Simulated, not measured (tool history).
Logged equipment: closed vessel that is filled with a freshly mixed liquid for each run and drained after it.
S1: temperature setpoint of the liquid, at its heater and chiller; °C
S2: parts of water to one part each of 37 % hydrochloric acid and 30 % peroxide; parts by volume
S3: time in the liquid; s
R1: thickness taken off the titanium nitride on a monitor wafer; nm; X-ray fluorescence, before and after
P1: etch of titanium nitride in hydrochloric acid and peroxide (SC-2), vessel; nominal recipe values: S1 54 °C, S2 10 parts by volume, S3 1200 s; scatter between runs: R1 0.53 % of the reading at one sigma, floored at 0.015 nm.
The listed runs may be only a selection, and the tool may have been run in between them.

run,day,S1,S2,S3,R1
1,0.15,54,10,1200,39.757
2,0.312,54,10,1200,40.327
3,0.504,54,10,1200,40.001
4,0.65,54,4,1200,81.135
5,0.854,54,10,2335,78.402
6,1.088,54,18,1200,24.233
7,1.412,54,10,1200,40.31
8,1.7,54,10,1200,40.509
9,1.917,54,10,1200,40.463
10,2.1,69.5,10,1200,105.75
11,2.392,54,10,1200,40.109
12,2.554,40.5,10,1200,16.146
13,2.812,47.5,10,1990,43.431

Run 14 is up next; what results do you expect?
14,3.033,54,10,615,?

For run 14 the tool returned R1 20.73 nm.
